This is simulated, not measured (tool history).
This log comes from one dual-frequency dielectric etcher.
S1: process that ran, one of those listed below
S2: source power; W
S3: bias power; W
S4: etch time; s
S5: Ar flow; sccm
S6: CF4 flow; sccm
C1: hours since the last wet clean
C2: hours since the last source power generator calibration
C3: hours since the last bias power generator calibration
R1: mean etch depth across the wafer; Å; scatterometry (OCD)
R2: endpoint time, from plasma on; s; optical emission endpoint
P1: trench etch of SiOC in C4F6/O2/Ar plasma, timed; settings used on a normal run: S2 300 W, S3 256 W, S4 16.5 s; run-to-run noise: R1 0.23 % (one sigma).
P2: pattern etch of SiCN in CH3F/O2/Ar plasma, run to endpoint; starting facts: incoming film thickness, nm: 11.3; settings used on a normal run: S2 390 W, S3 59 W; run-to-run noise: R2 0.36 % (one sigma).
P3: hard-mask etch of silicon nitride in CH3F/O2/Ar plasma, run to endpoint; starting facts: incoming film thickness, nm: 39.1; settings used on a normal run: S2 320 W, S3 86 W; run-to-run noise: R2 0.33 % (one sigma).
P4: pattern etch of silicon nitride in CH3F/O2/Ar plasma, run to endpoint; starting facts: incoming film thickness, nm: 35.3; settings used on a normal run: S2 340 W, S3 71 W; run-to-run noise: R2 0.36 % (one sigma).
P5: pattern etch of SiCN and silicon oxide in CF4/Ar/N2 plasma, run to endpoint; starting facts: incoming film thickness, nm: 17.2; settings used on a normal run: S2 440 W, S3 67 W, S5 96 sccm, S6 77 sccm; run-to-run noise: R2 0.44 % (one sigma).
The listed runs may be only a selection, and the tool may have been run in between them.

run 1 day=0.225 | S1=P1 S2=300 S3=256 S4=16.5 | C1=98.8 C2=3127.3 C3=2090.7 | R1=342.68
run 2 day=0.454 | S1=P1 S2=380 S3=256 S4=16.5 | C1=104.3 C2=3132.8 C3=2096.2 | R1=374.06
run 3 day=0.679 | S1=P1 S2=240 S3=256 S4=16.5 | C1=109.7 C2=3138.2 C3=2101.6 | R1=315.54
run 4 day=0.929 | S1=P2 S2=390 S3=59 | C1=115.7 C2=3144.2 C3=2107.6 | R2=31.888
run 5 day=1.092 | S1=P2 S2=390 S3=46 | C1=119.6 C2=3148.1 C3=2111.5 | R2=34.717
run 6 day=1.358 | S1=P1 S2=190 S3=162 S4=16.5 | C1=126 C2=3154.5 C3=2117.9 | R1=246.6
run 7 day=1.517 | S1=P2 S2=390 S3=59 | C1=129.8 C2=3158.3 C3=2121.7 | R2=31.981
run 8 day=1.788 | S1=P3 S2=320 S3=109 | C1=136.3 C2=3164.8 C3=2128.2 | R2=51.938
run 9 day=2.012 | S1=P1 S2=420 S3=256 S4=10.5 | C1=141.7 C2=3170.2 C3=2133.6 | R1=246.43
run 10 day=2.254 | S1=P5 S2=440 S3=67 S5=96 S6=77 | C1=147.5 C2=3176 C3=2139.4 | R2=21.119
run 11 day=2.471 | S1=P1 S2=300 S3=256 S4=16.5 | C1=152.7 C2=3181.2 C3=2144.6 | R1=343.09
run 12 day=2.692 | S1=P5 S2=440 S3=67 S5=96 S6=77 | C1=158 C2=3186.5 C3=2149.9 | R2=20.857
run 13 day=2.912 | S1=P1 S2=300 S3=185 S4=16.5 | C1=163.3 C2=3191.8 C3=2155.2 | R1=308.17
run 14 day=3.112 | S1=P1 S2=300 S3=256 S4=22.5 | C1=168.1 C2=3196.6 C3=2160 | R1=467.85
run 15 day=3.404 | S1=P4 S2=440 S3=71 | C1=175.1 C2=3203.6 C3=2167 | R2=49.839
run 16 day=3.546 | S1=P5 S2=440 S3=67 S5=96 S6=108 | C1=178.5 C2=3207 C3=2170.4 | R2=20.111
run 17 day=3.7 | S1=P5 S2=440 S3=67 S5=124 S6=77 | C1=182.2 C2=3210.7 C3=2174.1 | R2=21.956
run 18 day=3.929 | S1=P3 S2=320 S3=86 | C1=187.7 C2=3216.2 C3=2179.6 | R2=56.862
run 19 day=4.079 | S1=P1 S2=300 S3=256 S4=16.5 | C1=191.3 C2=3219.8 C3=2183.2 | R1=342.41
run 20 day=4.35 | S1=P1 S2=300 S3=321 S4=16.5 | C1=197.8 C2=3226.3 C3=2189.7 | R1=370.2
-- day=4.462 source power generator calibrated
run 21 day=4.596 | S1=P1 S2=300 S3=256 S4=16.5 | C1=203.7 C2=3.3 C3=2195.6 | R1=342.44
run 22 day=4.858 | S1=P3 S2=230 S3=86 | C1=210 C2=9.6 C3=2201.9 | R2=64.053
run 23 day=5.029 | S1=P2 S2=500 S3=59 | C1=214.1 C2=13.7 C3=2206 | R2=29.044
run 24 day=5.279 | S1=P3 S2=320 S3=86 | C1=220.1 C2=19.7 C3=2212 | R2=56.54
run 25 day=5.496 | S1=P4 S2=340 S3=85 | C1=225.3 C2=24.9 C3=2217.2 | R2=51.124
run 26 day=5.683 | S1=P5 S2=550 S3=67 S5=96 S6=77 | C1=229.8 C2=29.4 C3=2221.7 | R2=17.416
run 27 day=5.971 | S1=P1 S2=300 S3=256 S4=12.5 | C1=236.7 C2=36.3 C3=2228.6 | R1=259.34
run 28 day=6.158 | S1=P1 S2=300 S3=256 S4=16.5 | C1=241.2 C2=40.8 C3=2233.1 | R1=342.32
run 29 day=6.325 | S1=P5 S2=440 S3=83 S5=96 S6=77 | C1=245.2 C2=44.8 C3=2237.1 | R2=19.584
run 30 day=6.558 | S1=P4 S2=340 S3=71 | C1=250.8 C2=50.4 C3=2242.7 | R2=55.042
run 31 day=6.842 | S1=P1 S2=300 S3=256 S4=16.5 | C1=257.6 C2=57.2 C3=2249.5 | R1=343
run 32 day=7.075 | S1=P1 S2=300 S3=256 S4=16.5 | C1=263.2 C2=62.8 C3=2255.1 | R1=341.66
run 33 day=7.342 | S1=P1 S2=300 S3=256 S4=16.5 | C1=269.6 C2=69.2 C3=2261.5 | R1=341.38
run 34 day=7.529 | S1=P1 S2=300 S3=256 S4=16.5 | C1=274.1 C2=73.7 C3=2266 | R1=346.02
run 35 day=7.733 | S1=P1 S2=300 S3=256 S4=16.5 | C1=279 C2=78.6 C3=2270.9 | R1=346.63
run 36 day=7.942 | S1=P1 S2=300 S3=256 S4=16.5 | C1=284 C2=83.6 C3=2275.9 | R1=346.82
run 37 day=8.221 | S1=P1 S2=300 S3=256 S4=16.5 | C1=290.7 C2=90.3 C3=2282.6 | R1=347.74
run 38 day=8.35 | S1=P1 S2=300 S3=256 S4=16.5 | C1=293.8 C2=93.4 C3=2285.7 | R1=347.45
-- day=8.429 wet clean of the chamber
run 39 day=8.504 | S1=P1 S2=300 S3=256 S4=16.5 | C1=1.9 C2=97.1 C3=2289.4 | R1=347.07
run 40 day=8.671 | S1=P1 S2=300 S3=256 S4=16.5 | C1=5.9 C2=101.1 C3=2293.4 | R1=347.61

Run 41, settings as shown, results not yet in. Your forecast:
run 41 day=8.925 | S1=P1 S2=300 S3=256 S4=16.5 | C1=12 C2=107.2 C3=2299.5 | R1=?

Run 41 produced R1 347.88 Å.
